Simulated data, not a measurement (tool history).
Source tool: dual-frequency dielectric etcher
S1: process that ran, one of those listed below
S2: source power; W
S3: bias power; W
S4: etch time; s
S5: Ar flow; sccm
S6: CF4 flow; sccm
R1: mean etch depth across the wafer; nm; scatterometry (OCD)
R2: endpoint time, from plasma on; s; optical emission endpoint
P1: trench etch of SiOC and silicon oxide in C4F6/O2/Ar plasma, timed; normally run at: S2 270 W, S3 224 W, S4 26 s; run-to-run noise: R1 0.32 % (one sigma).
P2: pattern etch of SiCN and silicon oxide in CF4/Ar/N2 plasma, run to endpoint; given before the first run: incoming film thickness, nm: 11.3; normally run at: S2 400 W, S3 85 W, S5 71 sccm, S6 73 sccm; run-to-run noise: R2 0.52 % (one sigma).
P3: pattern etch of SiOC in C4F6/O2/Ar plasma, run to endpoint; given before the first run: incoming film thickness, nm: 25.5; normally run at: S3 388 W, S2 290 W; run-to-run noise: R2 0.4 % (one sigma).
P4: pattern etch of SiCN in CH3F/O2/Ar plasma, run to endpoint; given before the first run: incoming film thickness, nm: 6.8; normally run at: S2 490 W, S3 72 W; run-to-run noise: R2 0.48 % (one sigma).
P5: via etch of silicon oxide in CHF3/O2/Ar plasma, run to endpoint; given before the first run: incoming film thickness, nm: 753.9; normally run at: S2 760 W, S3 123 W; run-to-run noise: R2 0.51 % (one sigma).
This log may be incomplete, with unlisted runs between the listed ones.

run   hour  S1    S2   S3    S4  S5  S6      R1      R2
  1    5.7  P1   270  224    26          45.945
  2   11.8  P1   270  224  17.5          31.139
  3   15.1  P5  1030  123                        359.34
  4   22.8  P1   200  224    26          40.974
  5   27.6  P1   270  224    26          46.176
  6   33.8  P5   760  123                        404.61
  7   41.4  P1   380  224    26          52.448
  8   45.9  P1   270  269    26          49.047
  9   49.4  P1   270  224    26           46.18
 10   56.4  P5   760  150                        382.34
 11   63.3  P2   400   85        45  73          12.189
 12   70.2  P4   490   95                        14.965
 13   73.7  P1   270  224    26          46.083
 14   78.6  P3   240  388                        11.122
 15   84.2  P1   270  224  35.5          62.803
 16   89.5  P2   400   85        71  92          12.545
 17   94.1  P3   290  243                        12.189
 18  101.3  P2   400  120        71  73          11.443
 19  106.2  P4   370   72                        18.324
 20  110.2  P1   360  304    26          57.166
 21  114.1  P3   290  388                        10.383
 22  120.7  P1   270  150    26          40.421
 23  128.2  P5   760  123                        407.04
 24  133.4  P1   270  224    26           46.19
 25  137.4  P2   320   85        71  73          15.564
 26  141.1  P4   490   72                        16.513
 27  145.7  P2   400   85        71  73          12.825
 28    151  P1   270  224    26          46.234
 29  155.7  P1   270  224    26          46.435
 30  160.8  P1   270  224    26           46.24
 31  164.2  P1   270  224    26          46.448
 32  168.3  P1   270  224    26          46.588
 33    176  P1   270  224    26          46.856
     178.5  -- wet clean of the chamber
 34  179.4  P1   270  224    26          46.652
 35  186.2  P1   270  224    26          46.582
 36  193.3  P1   270  224    26          47.003
 37  196.9  P1   270  224    26          46.707
 38  204.2  P1   270  224    26          46.566
 39  207.9  P1   270  224    26          46.937

P1 no longer gives what it gave before; its output has crept away from where it was. The following 2 causes, each at its listed size, fit the log equally well:
A: bias power that arrives over what is set, % = 4.77
B: source power that arrives over what is set, % = 4.26
Creep in the process output first set in at about hour 151.
Every other cause this tool's parts could produce, and why it does not fit the log:
chamber walls in a state that raises the etch rate, %: work on it at hour 178.5, done after the drift set in, did not restore what the process gave before

Which of the check runs below tells the causes apart, meaning the causes would give it clearly different results? Each run uses 3 wafers whose results are averaged, and each result is shown as a question mark.
check 1  211.6  P4  490   72                   ?
check 2  211.6  P3  290  388                   ?
check 3  211.6  P5  760  123                   ?
check 4  211.6  P2  400   85      71  73       ?

What every check run would give for each of its results, assuming each possible cause in turn:
  check  result    if A    if B
check 1      R2  16.235  16.244
check 2      R2  10.146  10.163
check 3      R2  399.62  398.73
check 4      R2  12.645   12.38
Gap, in per cent, between the two causes that each check separates least, read from the result that separates them most: check 1 0.05 %; check 2 0.16 %; check 3 0.22 %; check 4 2.12 %
Check 4 is the one run that separates the causes; every other check would come out nearly the same whichever cause is at work.

Check 4 has now been run. It gave: R2 12.637 s. Which of the candidate causes is it?

Of the candidate causes, it is A: bias power that arrives over what is set, %.
